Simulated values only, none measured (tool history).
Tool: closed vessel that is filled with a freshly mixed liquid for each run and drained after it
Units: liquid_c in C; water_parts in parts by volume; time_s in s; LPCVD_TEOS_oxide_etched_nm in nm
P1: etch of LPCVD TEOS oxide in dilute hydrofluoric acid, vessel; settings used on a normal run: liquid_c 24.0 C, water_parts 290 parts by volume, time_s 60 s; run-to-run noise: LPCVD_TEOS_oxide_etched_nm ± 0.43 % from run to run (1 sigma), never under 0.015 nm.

run	hour	liquid_c	water_parts	time_s	hours since the thermometer was replaced	hours since the hydrofluoric acid flow meter was replaced	LPCVD_TEOS_oxide_etched_nm
1	7.8	24.0	290	60	505.3	1018.7	7.5753
2	12.3	24.0	290	115	509.8	1023.2	14.4870
3	17.6	19.0	290	100	515.1	1028.5	10.5090
4	27.1	32.0	290	60	524.6	1038.0	9.8076
# hour 28.4: hydrofluoric acid flow meter replaced
5	35.5	24.0	290	60	533.0	7.2	7.5421
6	42.9	24.0	290	60	540.4	14.6	7.5330
7	51.0	24.0	290	30	548.5	22.7	3.7424
8	56.1	24.0	45	60	553.6	27.8	64.0360
9	61.0	20.0	290	30	558.5	32.7	3.2347
10	68.0	24.0	510	60	565.5	39.7	3.5108
# hour 72.7: thermometer replaced
11	76.2	24.0	290	60	3.6	47.9	7.5164
12	81.6	24.0	290	60	9.0	53.3	7.5160
13	90.1	17.0	290	60	17.5	61.8	5.7923
14	96.5	20.5	125	60	23.9	68.2	18.0580
15	104.2	24.0	290	60	31.6	75.9	7.5191
16	114.2	24.0	290	60	41.6	85.9	7.5463
17	121.0	24.0	290	60	48.4	92.7	7.3893
18	130.9	24.0	290	60	58.3	102.6	7.0855
19	137.0	24.0	290	60	64.4	108.7	7.0401
20	141.6	24.0	290	60	69.0	113.3	7.0265
21	150.1	24.0	290	60	77.5	121.8	6.9928

Run 22 comes next. What will it give?
22	158.9	24.0	290	60	86.3	130.6	?

{"run 22": {"LPCVD_TEOS_oxide_etched_nm": 6.9878}}
